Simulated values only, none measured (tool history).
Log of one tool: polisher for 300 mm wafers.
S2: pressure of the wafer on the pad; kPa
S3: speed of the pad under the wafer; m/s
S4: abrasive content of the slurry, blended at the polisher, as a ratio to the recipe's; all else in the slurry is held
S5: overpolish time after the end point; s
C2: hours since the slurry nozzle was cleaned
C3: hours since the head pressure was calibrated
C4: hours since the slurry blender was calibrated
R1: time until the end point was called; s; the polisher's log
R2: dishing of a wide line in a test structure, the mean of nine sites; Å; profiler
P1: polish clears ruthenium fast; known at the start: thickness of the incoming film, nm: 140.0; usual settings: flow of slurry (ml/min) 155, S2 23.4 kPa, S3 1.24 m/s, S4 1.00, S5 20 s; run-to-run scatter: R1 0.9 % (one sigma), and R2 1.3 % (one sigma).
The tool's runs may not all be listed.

run 1 hour=9.3 | flow_of_slurry_(ml/min)=155 S2=23.4 S3=1.24 S4=1.00 S5=20 | wafers_polished_on_this_pad=586 C2=167.6 C3=290.1 C4=105.4 | R1=18.560 R2=1019.10
run 2 hour=23.0 | flow_of_slurry_(ml/min)=155 S2=23.4 S3=1.24 S4=1.35 S5=20 | wafers_polished_on_this_pad=712 C2=181.3 C3=303.8 C4=119.1 | R1=16.133 R2=1087.20
run 3 hour=39.9 | flow_of_slurry_(ml/min)=155 S2=23.4 S3=1.24 S4=1.00 S5=20 | wafers_polished_on_this_pad=868 C2=198.2 C3=320.7 C4=136.0 | R1=18.638 R2=1008.40
run 4 hour=50.1 | flow_of_slurry_(ml/min)=155 S2=23.4 S3=1.24 S4=0.70 S5=20 | wafers_polished_on_this_pad=961 C2=208.4 C3=330.9 C4=146.2 | R1=22.398 R2=887.01
run 5 hour=64.4 | flow_of_slurry_(ml/min)=155 S2=23.4 S3=1.24 S4=1.00 S5=34 | wafers_polished_on_this_pad=1093 C2=222.7 C3=345.2 C4=160.5 | R1=18.484 R2=1455.10
run 6 hour=82.0 | flow_of_slurry_(ml/min)=155 S2=23.4 S3=1.80 S4=1.00 S5=20 | wafers_polished_on_this_pad=1254 C2=240.3 C3=362.8 C4=178.1 | R1=12.644 R2=1315.60
-- hour=92.8 worn pad replaced by a new one
run 7 hour=99.7 | flow_of_slurry_(ml/min)=155 S2=23.4 S3=0.84 S4=1.00 S5=20 | wafers_polished_on_this_pad=63 C2=258.0 C3=380.5 C4=195.8 | R1=27.103 R2=748.40
run 8 hour=112.1 | flow_of_slurry_(ml/min)=240 S2=23.4 S3=1.24 S4=1.00 S5=20 | wafers_polished_on_this_pad=177 C2=270.4 C3=392.9 C4=208.2 | R1=17.663 R2=1065.80
run 9 hour=130.6 | flow_of_slurry_(ml/min)=155 S2=23.4 S3=1.24 S4=1.00 S5=20 | wafers_polished_on_this_pad=347 C2=288.9 C3=411.4 C4=226.7 | R1=18.295 R2=1023.70
run 10 hour=139.9 | flow_of_slurry_(ml/min)=155 S2=23.4 S3=1.24 S4=1.00 S5=20 | wafers_polished_on_this_pad=433 C2=298.2 C3=420.7 C4=236.0 | R1=18.458 R2=1020.90
run 11 hour=149.3 | flow_of_slurry_(ml/min)=95 S2=23.4 S3=1.24 S4=1.00 S5=20 | wafers_polished_on_this_pad=519 C2=307.6 C3=430.1 C4=245.4 | R1=20.318 R2=924.88
run 12 hour=158.1 | flow_of_slurry_(ml/min)=240 S2=23.4 S3=0.80 S4=1.00 S5=20 | wafers_polished_on_this_pad=600 C2=316.4 C3=438.9 C4=254.2 | R1=26.846 R2=740.54
run 13 hour=168.2 | flow_of_slurry_(ml/min)=155 S2=23.4 S3=1.24 S4=1.00 S5=6 | wafers_polished_on_this_pad=693 C2=326.5 C3=449.0 C4=264.3 | R1=18.668 R2=355.89
run 14 hour=176.6 | flow_of_slurry_(ml/min)=155 S2=23.4 S3=1.24 S4=1.00 S5=20 | wafers_polished_on_this_pad=770 C2=334.9 C3=457.4 C4=272.7 | R1=18.423 R2=1010.80
-- hour=180.8 slurry nozzle cleaned
run 15 hour=193.3 | flow_of_slurry_(ml/min)=155 S2=35.9 S3=1.24 S4=1.00 S5=20 | wafers_polished_on_this_pad=924 C2=12.6 C3=474.1 C4=289.4 | R1=12.207 R2=1370.50
run 16 hour=209.8 | flow_of_slurry_(ml/min)=155 S2=23.4 S3=1.24 S4=0.55 S5=39 | wafers_polished_on_this_pad=1075 C2=29.1 C3=490.6 C4=305.9 | R1=25.743 R2=1280.30
run 17 hour=222.5 | flow_of_slurry_(ml/min)=155 S2=10.3 S3=1.24 S4=1.00 S5=20 | wafers_polished_on_this_pad=1192 C2=41.8 C3=503.3 C4=318.6 | R1=42.006 R2=514.43
run 18 hour=239.0 | flow_of_slurry_(ml/min)=155 S2=23.4 S3=1.24 S4=1.00 S5=20 | wafers_polished_on_this_pad=1343 C2=58.3 C3=519.8 C4=335.1 | R1=18.648 R2=998.38
run 19 hour=249.9 | flow_of_slurry_(ml/min)=155 S2=23.4 S3=1.24 S4=1.00 S5=20 | wafers_polished_on_this_pad=1444 C2=69.2 C3=530.7 C4=346.0 | R1=18.723 R2=989.47
run 20 hour=267.4 | flow_of_slurry_(ml/min)=155 S2=23.4 S3=1.24 S4=1.00 S5=20 | wafers_polished_on_this_pad=1604 C2=86.7 C3=548.2 C4=363.5 | R1=19.277 R2=972.59
run 21 hour=282.2 | flow_of_slurry_(ml/min)=155 S2=23.4 S3=1.24 S4=1.00 S5=20 | wafers_polished_on_this_pad=1740 C2=101.5 C3=563.0 C4=378.3 | R1=19.570 R2=981.14
-- hour=292.9 worn pad replaced by a new one
run 22 hour=299.9 | flow_of_slurry_(ml/min)=155 S2=23.4 S3=1.24 S4=1.00 S5=20 | wafers_polished_on_this_pad=65 C2=119.2 C3=580.7 C4=396.0 | R1=20.423 R2=962.49
run 23 hour=315.6 | flow_of_slurry_(ml/min)=155 S2=23.4 S3=1.24 S4=1.00 S5=20 | wafers_polished_on_this_pad=209 C2=134.9 C3=596.4 C4=411.7 | R1=20.066 R2=982.54
run 24 hour=330.8 | flow_of_slurry_(ml/min)=155 S2=23.4 S3=1.24 S4=1.00 S5=20 | wafers_polished_on_this_pad=349 C2=150.1 C3=611.6 C4=426.9 | R1=19.887 R2=942.99
-- hour=331.4 head pressure recalibrated
run 25 hour=342.0 | flow_of_slurry_(ml/min)=155 S2=23.4 S3=1.24 S4=1.00 S5=20 | wafers_polished_on_this_pad=451 C2=161.3 C3=10.7 C4=438.1 | R1=20.058 R2=920.59
run 26 hour=355.2 | flow_of_slurry_(ml/min)=155 S2=23.4 S3=1.24 S4=1.00 S5=20 | wafers_polished_on_this_pad=573 C2=174.5 C3=23.9 C4=451.3 | R1=20.445 R2=955.20
run 27 hour=368.5 | flow_of_slurry_(ml/min)=155 S2=23.4 S3=1.24 S4=1.00 S5=20 | wafers_polished_on_this_pad=695 C2=187.8 C3=37.2 C4=464.6 | R1=20.322 R2=932.93

The next listed run, before its measurement:
run 28 hour=377.8 | flow_of_slurry_(ml/min)=155 S2=23.4 S3=1.24 S4=1.00 S5=20 | wafers_polished_on_this_pad=780 C2=197.1 C3=46.5 C4=473.9 | R1=? R2=?

Run 28 gave R1 20.412 s, R2 943.92 Å.

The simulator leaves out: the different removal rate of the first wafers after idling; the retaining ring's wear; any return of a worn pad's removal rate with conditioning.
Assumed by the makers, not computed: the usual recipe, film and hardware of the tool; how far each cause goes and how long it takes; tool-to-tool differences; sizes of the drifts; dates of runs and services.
